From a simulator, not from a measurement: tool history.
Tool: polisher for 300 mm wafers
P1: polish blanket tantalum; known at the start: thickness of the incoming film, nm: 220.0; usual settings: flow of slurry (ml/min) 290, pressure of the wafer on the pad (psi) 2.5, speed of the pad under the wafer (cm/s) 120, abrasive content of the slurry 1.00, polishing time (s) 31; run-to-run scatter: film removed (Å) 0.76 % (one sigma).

| run | hour | flow of slurry (ml/min) | pressure of the wafer on the pad (psi) | speed of the pad under the wafer (cm/s) | abrasive content of the slurry | polishing time (s) | film removed (Å) |
|---|---|---|---|---|---|---|---|
| 1 | 6.8 | 290 | 2.5 | 120 | 1.00 | 31 | 908.32 |
| 2 | 18.5 | 290 | 2.5 | 120 | 1.00 | 31 | 909.67 |
| 3 | 25.9 | 290 | 2.5 | 120 | 0.55 | 31 | 736.31 |
| 4 | 32.6 | 370 | 2.5 | 154 | 1.00 | 31 | 1189.30 |
| 5 | 41.4 | 290 | 1.1 | 120 | 1.00 | 31 | 400.14 |
| 6 | 51.3 | 290 | 2.5 | 120 | 1.00 | 15 | 444.15 |
| 7 | 58.7 | 290 | 2.5 | 54 | 1.00 | 31 | 407.37 |
| 8 | 65.2 | 290 | 2.5 | 120 | 1.00 | 31 | 897.10 |
| 9 | 76.6 | 290 | 2.5 | 120 | 1.00 | 31 | 906.34 |
| 10 | 88.4 | 290 | 3.6 | 120 | 1.00 | 31 | 1299.30 |
| 11 | 95.3 | 435 | 2.5 | 120 | 1.00 | 31 | 938.75 |
| 12 | 105.7 | 175 | 2.5 | 168 | 1.00 | 31 | 1205.40 |
| 13 | 111.5 | 290 | 2.5 | 120 | 1.45 | 31 | 996.91 |
| 14 | 117.0 | 290 | 2.5 | 120 | 1.00 | 48 | 1410.20 |
| 15 | 124.1 | 290 | 2.5 | 120 | 1.00 | 31 | 907.38 |
| 16 | 130.9 | 290 | 2.5 | 120 | 1.00 | 31 | 911.63 |
| 17 | 141.5 | 290 | 2.5 | 182 | 1.00 | 31 | 1396.60 |
| 18 | 147.5 | 175 | 2.5 | 120 | 1.00 | 31 | 859.09 |
| 19 | 153.5 | 290 | 2.5 | 120 | 1.00 | 31 | 918.03 |
| 20 | 163.2 | 290 | 2.5 | 120 | 1.00 | 31 | 905.76 |
| 21 | 173.9 | 290 | 2.5 | 120 | 1.00 | 31 | 870.11 |
| 22 | 181.7 | 290 | 2.5 | 120 | 1.00 | 31 | 859.42 |
| 23 | 192.2 | 290 | 2.5 | 120 | 1.00 | 31 | 838.05 |
| 24 | 198.4 | 290 | 2.5 | 120 | 1.00 | 31 | 831.17 |
|  | 200.1 | head pressure recalibrated |
| 25 | 205.0 | 290 | 2.5 | 120 | 1.00 | 31 | 830.82 |
| 26 | 211.5 | 290 | 2.5 | 120 | 1.00 | 31 | 821.47 |
| 27 | 222.3 | 290 | 2.5 | 120 | 1.00 | 31 | 827.15 |
|  | 229.1 | slurry nozzle cleaned |
| 28 | 233.0 | 290 | 2.5 | 120 | 1.00 | 31 | 822.23 |
| 29 | 243.0 | 290 | 2.5 | 120 | 1.00 | 31 | 826.16 |
| 30 | 250.7 | 290 | 2.5 | 120 | 1.00 | 31 | 809.98 |
| 31 | 262.3 | 290 | 2.5 | 120 | 1.00 | 31 | 829.28 |

What P1 gives has crept away from where it was. These 2 causes fit the log equally well, each at the size given:
A: removal rate lost through wear of the pad, % = 10.1
B: abrasive missing from the slurry, % = 28.1
The creep began at about hour 163.2.
Why every other cause is out:
slurry flow missing at the pad, %: serviced at hour 229.1, which brought nothing back
head's pressure below its setpoint, %: serviced at hour 200.1, which brought nothing back

4 check runs are offered, each on 5 wafers whose results are averaged, their results left as question marks. Which one tells the causes apart?
| check 1 | 273.9 | 390 | 2.5 | 158 | 1.00 | 31 | ? |
| check 2 | 273.9 | 175 | 2.5 | 56 | 1.00 | 31 | ? |
| check 3 | 273.9 | 290 | 1.5 | 120 | 1.00 | 31 | ? |
| check 4 | 273.9 | 290 | 2.5 | 120 | 1.45 | 31 | ? |

What each check would give under each cause:
| check | result | if A | if B |
|---|---|---|---|
| check 1 | film removed (Å) | 1102.30 | 1103.00 |
| check 2 | film removed (Å) | 359.39 | 359.62 |
| check 3 | film removed (Å) | 490.54 | 490.84 |
| check 4 | film removed (Å) | 897.11 | 920.14 |
How far apart the two closest causes lie, in the result that separates them most: check 1 0.06 %; check 2 0.06 %; check 3 0.06 %; check 4 2.54 %
Only check 4 tells the causes apart: in the others they would give nearly the same result.

Check 4 was then run and gave: film removed (Å) 897.29. Which cause is it?

It is A: removal rate lost through wear of the pad, %.
